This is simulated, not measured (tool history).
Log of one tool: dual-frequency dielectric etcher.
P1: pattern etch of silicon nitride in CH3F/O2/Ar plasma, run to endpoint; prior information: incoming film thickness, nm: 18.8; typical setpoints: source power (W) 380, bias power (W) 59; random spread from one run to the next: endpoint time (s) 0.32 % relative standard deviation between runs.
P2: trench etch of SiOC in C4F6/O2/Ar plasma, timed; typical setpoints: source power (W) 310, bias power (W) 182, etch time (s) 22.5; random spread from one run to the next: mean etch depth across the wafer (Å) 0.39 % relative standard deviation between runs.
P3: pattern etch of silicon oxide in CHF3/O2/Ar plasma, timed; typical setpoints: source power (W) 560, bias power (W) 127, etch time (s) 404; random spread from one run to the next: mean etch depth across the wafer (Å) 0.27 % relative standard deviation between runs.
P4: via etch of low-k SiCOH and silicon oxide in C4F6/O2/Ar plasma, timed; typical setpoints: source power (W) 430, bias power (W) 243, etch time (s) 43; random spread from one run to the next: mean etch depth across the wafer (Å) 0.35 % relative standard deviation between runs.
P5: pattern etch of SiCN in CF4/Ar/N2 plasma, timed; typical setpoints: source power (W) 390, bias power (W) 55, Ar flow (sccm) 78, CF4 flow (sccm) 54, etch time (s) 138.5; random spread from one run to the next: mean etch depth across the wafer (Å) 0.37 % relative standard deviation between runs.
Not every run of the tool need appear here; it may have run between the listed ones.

| run | hour | process that ran | source power (W) | bias power (W) | Ar flow (sccm) | CF4 flow (sccm) | etch time (s) | hours since the last wet clean | hours since the last source power generator calibration | hours since the last bias power generator calibration | endpoint time (s) | mean etch depth across the wafer (Å) |
|---|---|---|---|---|---|---|---|---|---|---|---|---|
| 1 | 2.1 | P1 | 380 | 59 |  |  |  | 138.6 | 2278.2 | 2742.9 | 30.674 |  |
| 2 | 4.6 | P5 | 390 | 55 | 78 | 54 | 138.5 | 141.1 | 2280.7 | 2745.4 |  | 934.43 |
| 3 | 6.7 | P5 | 390 | 55 | 78 | 71 | 138.5 | 143.2 | 2282.8 | 2747.5 |  | 969.82 |
| 4 | 9.3 | P5 | 520 | 55 | 78 | 54 | 138.5 | 145.8 | 2285.4 | 2750.1 |  | 1211.6 |
| 5 | 11.6 | P1 | 380 | 72 |  |  |  | 148.1 | 2287.7 | 2752.4 | 28.637 |  |
| 6 | 15.3 | P1 | 380 | 59 |  |  |  | 151.8 | 2291.4 | 2756.1 | 30.741 |  |
| 7 | 19.4 | P1 | 380 | 59 |  |  |  | 155.9 | 2295.5 | 2760.2 | 30.698 |  |
| 8 | 22.1 | P2 | 250 | 182 |  |  | 22.5 | 158.6 | 2298.2 | 2762.9 |  | 393.26 |
| 9 | 24.8 | P1 | 380 | 59 |  |  |  | 161.3 | 2300.9 | 2765.6 | 30.636 |  |
| 10 | 27.5 | P4 | 270 | 243 |  |  | 43 | 164 | 2303.6 | 2768.3 |  | 1093.8 |
| 11 | 31.8 | P1 | 490 | 41 |  |  |  | 168.3 | 2307.9 | 2772.6 | 31.031 |  |
| 12 | 35.9 | P2 | 310 | 182 |  |  | 22.5 | 172.4 | 2312 | 2776.7 |  | 433.58 |
| 13 | 40 | P1 | 380 | 47 |  |  |  | 176.5 | 2316.1 | 2780.8 | 33.047 |  |
| 14 | 43.3 | P2 | 310 | 239 |  |  | 22.5 | 179.8 | 2319.4 | 2784.1 |  | 467.72 |
| 15 | 47.6 | P3 | 560 | 127 |  |  | 404 | 184.1 | 2323.7 | 2788.4 |  | 7018.9 |
| 16 | 52 | P1 | 520 | 59 |  |  |  | 188.5 | 2328.1 | 2792.8 | 27.209 |  |
| 17 | 54.5 | P1 | 380 | 59 |  |  |  | 191 | 2330.6 | 2795.3 | 30.742 |  |
| 18 | 57.9 | P1 | 290 | 59 |  |  |  | 194.4 | 2334 | 2798.7 | 34.008 |  |
| 19 | 61.2 | P2 | 310 | 182 |  |  | 22.5 | 197.7 | 2337.3 | 2802 |  | 427.47 |
| 20 | 64.5 | P5 | 390 | 55 | 56 | 54 | 138.5 | 201 | 2340.6 | 2805.3 |  | 983 |
| 21 | 68.2 | P4 | 430 | 168 |  |  | 43 | 204.7 | 2344.3 | 2809 |  | 1169.2 |
| 22 | 70.8 | P3 | 560 | 127 |  |  | 404 | 207.3 | 2346.9 | 2811.6 |  | 6975.9 |
|  | 72.7 | bias power generator calibrated |
| 23 | 74.6 | P2 | 310 | 182 |  |  | 12.5 | 211.1 | 2350.7 | 1.9 |  | 236.76 |
| 24 | 77.3 | P1 | 540 | 38 |  |  |  | 213.8 | 2353.4 | 4.6 | 30.469 |  |
| 25 | 79.2 | P3 | 560 | 127 |  |  | 524.5 | 215.7 | 2355.3 | 6.5 |  | 9096 |
| 26 | 83.4 | P3 | 560 | 179 |  |  | 404 | 219.9 | 2359.5 | 10.7 |  | 7891.8 |
| 27 | 85.8 | P4 | 430 | 243 |  |  | 43 | 222.3 | 2361.9 | 13.1 |  | 1311.9 |
| 28 | 88.2 | P5 | 390 | 34 | 78 | 54 | 138.5 | 224.7 | 2364.3 | 15.5 |  | 808.7 |
| 29 | 91.8 | P3 | 710 | 127 |  |  | 404 | 228.3 | 2367.9 | 19.1 |  | 7720.4 |
| 30 | 94.5 | P4 | 430 | 243 |  |  | 29.5 | 231 | 2370.6 | 21.8 |  | 900.38 |
| 31 | 97.4 | P5 | 390 | 55 | 78 | 54 | 76 | 233.9 | 2373.5 | 24.7 |  | 512.3 |
| 32 | 99.6 | P1 | 380 | 59 |  |  |  | 236.1 | 2375.7 | 26.9 | 30.713 |  |
| 33 | 102.5 | P1 | 380 | 59 |  |  |  | 239 | 2378.6 | 29.8 | 30.783 |  |
| 34 | 104.5 | P1 | 380 | 59 |  |  |  | 241 | 2380.6 | 31.8 | 30.936 |  |
|  | 107.8 | wet clean of the chamber |
| 35 | 108.3 | P1 | 380 | 59 |  |  |  | 0.6 | 2384.4 | 35.6 | 31.173 |  |
| 36 | 111.2 | P1 | 380 | 59 |  |  |  | 3.5 | 2387.3 | 38.5 | 31.436 |  |
| 37 | 113.2 | P1 | 380 | 59 |  |  |  | 5.5 | 2389.3 | 40.5 | 31.142 |  |
| 38 | 115.8 | P1 | 380 | 59 |  |  |  | 8.1 | 2391.9 | 43.1 | 31.167 |  |
| 39 | 118.4 | P1 | 380 | 59 |  |  |  | 10.7 | 2394.5 | 45.7 | 31.338 |  |

The log shows P1 creeping away from where it was. Any of the 2 causes listed here, at the size stated for it, fits the log just as well as the others:
A: bias power that arrives under what is set, % = 4.72
B: source power that arrives under what is set, % = 4.03
Onset of the creep was near hour 99.6.
What rules out each remaining cause:
chamber walls in a state that lowers the etch rate, %: serviced at hour 107.8, after the change had begun; the process did not return to its earlier output

Of the 4 check runs below, each run on 2 wafers with the results averaged and each result still a question mark, which one would tell the listed causes apart?
| check 1 | 121 | P3 | 690 | 127 |  |  | 404 |  |  |  |  | ? |
| check 2 | 121 | P4 | 430 | 186 |  |  | 43 |  |  |  |  | ? |
| check 3 | 121 | P2 | 250 | 182 |  |  | 13 |  |  |  |  | ? |
| check 4 | 121 | P5 | 390 | 35 | 78 | 54 | 138.5 |  |  |  |  | ? |

What each check would give under each cause:
| check | result | if A | if B |
|---|---|---|---|
| check 1 | mean etch depth across the wafer (Å) | 7509.5 | 7499.6 |
| check 2 | mean etch depth across the wafer (Å) | 1186.5 | 1185.6 |
| check 3 | mean etch depth across the wafer (Å) | 224.48 | 224.47 |
| check 4 | mean etch depth across the wafer (Å) | 800.53 | 782.54 |
Per check, the gap between the least separated pair of causes, taken in the result that splits them most: check 1 0.13 %; check 2 0.08 %; check 3 0 %; check 4 2.27 %
Check 4 distinguishes between the causes, while the remaining checks would return nearly the same result for all of them.

The results of check 4 are: mean etch depth across the wafer (Å) 781.82. Based on these, which of the listed causes is it?

It is B: source power that arrives under what is set, %.
